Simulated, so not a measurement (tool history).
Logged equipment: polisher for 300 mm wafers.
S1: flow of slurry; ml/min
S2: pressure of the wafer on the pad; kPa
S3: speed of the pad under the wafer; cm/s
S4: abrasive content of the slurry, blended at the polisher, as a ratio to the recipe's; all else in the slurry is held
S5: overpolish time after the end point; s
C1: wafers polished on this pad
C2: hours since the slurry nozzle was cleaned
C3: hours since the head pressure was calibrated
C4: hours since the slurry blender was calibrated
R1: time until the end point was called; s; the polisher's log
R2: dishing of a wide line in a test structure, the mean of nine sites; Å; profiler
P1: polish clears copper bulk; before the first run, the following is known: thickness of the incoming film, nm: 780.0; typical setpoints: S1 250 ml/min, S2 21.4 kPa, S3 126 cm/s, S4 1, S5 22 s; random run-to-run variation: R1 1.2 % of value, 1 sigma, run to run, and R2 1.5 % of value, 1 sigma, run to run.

{"run": 1, "day": 0.408, "S1": 250, "S2": 21.4, "S3": 126, "S4": 1, "S5": 22, "C1": 340, "C2": 98.9, "C3": 1048, "C4": 158.6, "R1": 57.186, "R2": 1106.8}
{"run": 2, "day": 0.846, "S1": 250, "S2": 21.4, "S3": 186, "S4": 1, "S5": 22, "C1": 416, "C2": 109.4, "C3": 1058.5, "C4": 169.1, "R1": 38.64, "R2": 1244.5}
{"run": 3, "day": 1.2, "S1": 250, "S2": 21.4, "S3": 126, "S4": 1, "S5": 22, "C1": 478, "C2": 117.9, "C3": 1067, "C4": 177.6, "R1": 56.491, "R2": 1126.5}
{"run": 4, "day": 1.588, "S1": 310, "S2": 13.1, "S3": 126, "S4": 1, "S5": 22, "C1": 546, "C2": 127.2, "C3": 1076.3, "C4": 186.9, "R1": 89.756, "R2": 796.44}
{"run": 5, "day": 1.958, "S1": 250, "S2": 12.4, "S3": 126, "S4": 1, "S5": 22, "C1": 611, "C2": 136.1, "C3": 1085.2, "C4": 195.8, "R1": 96.3, "R2": 778.07}
{"run": 6, "day": 2.3, "S1": 250, "S2": 21.4, "S3": 126, "S4": 1, "S5": 22, "C1": 670, "C2": 144.3, "C3": 1093.4, "C4": 204, "R1": 55.472, "R2": 1110.8}
{"day": 2.567, "done": "worn pad replaced by a new one"}
{"run": 7, "day": 2.721, "S1": 250, "S2": 21.4, "S3": 126, "S4": 1, "S5": 22, "C1": 27, "C2": 154.4, "C3": 1103.5, "C4": 214.1, "R1": 55.707, "R2": 1139.4}
{"run": 8, "day": 3.254, "S1": 390, "S2": 21.4, "S3": 126, "S4": 1, "S5": 22, "C1": 120, "C2": 167.2, "C3": 1116.3, "C4": 226.9, "R1": 55.814, "R2": 1153.5}
{"run": 9, "day": 3.75, "S1": 250, "S2": 21.4, "S3": 126, "S4": 1.5, "S5": 22, "C1": 207, "C2": 179.1, "C3": 1128.2, "C4": 238.8, "R1": 51.579, "R2": 1128.3}
{"run": 10, "day": 4.054, "S1": 250, "S2": 21.4, "S3": 126, "S4": 0.6, "S5": 22, "C1": 260, "C2": 186.4, "C3": 1135.5, "C4": 246.1, "R1": 62.908, "R2": 1086.7}
{"run": 11, "day": 4.554, "S1": 250, "S2": 21.4, "S3": 126, "S4": 1, "S5": 9, "C1": 347, "C2": 198.4, "C3": 1147.5, "C4": 258.1, "R1": 57.573, "R2": 715.97}
{"run": 12, "day": 5.071, "S1": 250, "S2": 21.4, "S3": 126, "S4": 1, "S5": 38, "C1": 437, "C2": 210.8, "C3": 1159.9, "C4": 270.5, "R1": 55.641, "R2": 1262.7}
{"run": 13, "day": 5.5, "S1": 250, "S2": 21.4, "S3": 126, "S4": 1, "S5": 22, "C1": 512, "C2": 221.1, "C3": 1170.2, "C4": 280.8, "R1": 56.879, "R2": 1104.2}
{"run": 14, "day": 6.033, "S1": 250, "S2": 32.4, "S3": 126, "S4": 1, "S5": 22, "C1": 605, "C2": 233.9, "C3": 1183, "C4": 293.6, "R1": 37.351, "R2": 1415.1}
{"day": 6.067, "done": "slurry nozzle cleaned"}
{"run": 15, "day": 6.296, "S1": 150, "S2": 21.4, "S3": 126, "S4": 1, "S5": 22, "C1": 651, "C2": 5.6, "C3": 1189.3, "C4": 299.9, "R1": 60.083, "R2": 1069.9}
{"run": 16, "day": 6.704, "S1": 250, "S2": 21.4, "S3": 126, "S4": 1, "S5": 22, "C1": 723, "C2": 15.4, "C3": 1199.1, "C4": 309.7, "R1": 56.907, "R2": 1121.2}
{"run": 17, "day": 7.038, "S1": 250, "S2": 21.4, "S3": 60, "S4": 1, "S5": 22, "C1": 781, "C2": 23.4, "C3": 1207.1, "C4": 317.7, "R1": 116.48, "R2": 770.4}
{"run": 18, "day": 7.338, "S1": 250, "S2": 21.4, "S3": 126, "S4": 1, "S5": 22, "C1": 833, "C2": 30.6, "C3": 1214.3, "C4": 324.9, "R1": 57.003, "R2": 1097.2}
{"run": 19, "day": 7.592, "S1": 250, "S2": 21.4, "S3": 126, "S4": 1, "S5": 22, "C1": 878, "C2": 36.7, "C3": 1220.4, "C4": 331, "R1": 56.752, "R2": 1127.2}
{"run": 20, "day": 7.983, "S1": 250, "S2": 21.4, "S3": 126, "S4": 1, "S5": 22, "C1": 946, "C2": 46.1, "C3": 1229.8, "C4": 340.4, "R1": 56.165, "R2": 1127.1}
{"run": 21, "day": 8.342, "S1": 250, "S2": 21.4, "S3": 126, "S4": 1, "S5": 22, "C1": 1009, "C2": 54.7, "C3": 1238.4, "C4": 349, "R1": 57.713, "R2": 1125.4}
{"run": 22, "day": 8.604, "S1": 250, "S2": 21.4, "S3": 126, "S4": 1, "S5": 22, "C1": 1054, "C2": 61, "C3": 1244.7, "C4": 355.3, "R1": 58.388, "R2": 1073.5}
{"day": 8.929, "done": "worn pad replaced by a new one"}
{"day": 9.075, "done": "head pressure recalibrated"}
{"run": 23, "day": 9.129, "S1": 250, "S2": 21.4, "S3": 126, "S4": 1, "S5": 22, "C1": 35, "C2": 73.6, "C3": 1.3, "C4": 367.9, "R1": 58.773, "R2": 1100.5}

Run 24 comes next. What will it give?
{"run": 24, "day": 9.421, "S1": 250, "S2": 21.4, "S3": 126, "S4": 1, "S5": 22, "C1": 86, "C2": 80.6, "C3": 8.3, "C4": 374.9, "R1": "?", "R2": "?"}

Logged for run 24: R1 59.641 s, R2 1080.7 Å.

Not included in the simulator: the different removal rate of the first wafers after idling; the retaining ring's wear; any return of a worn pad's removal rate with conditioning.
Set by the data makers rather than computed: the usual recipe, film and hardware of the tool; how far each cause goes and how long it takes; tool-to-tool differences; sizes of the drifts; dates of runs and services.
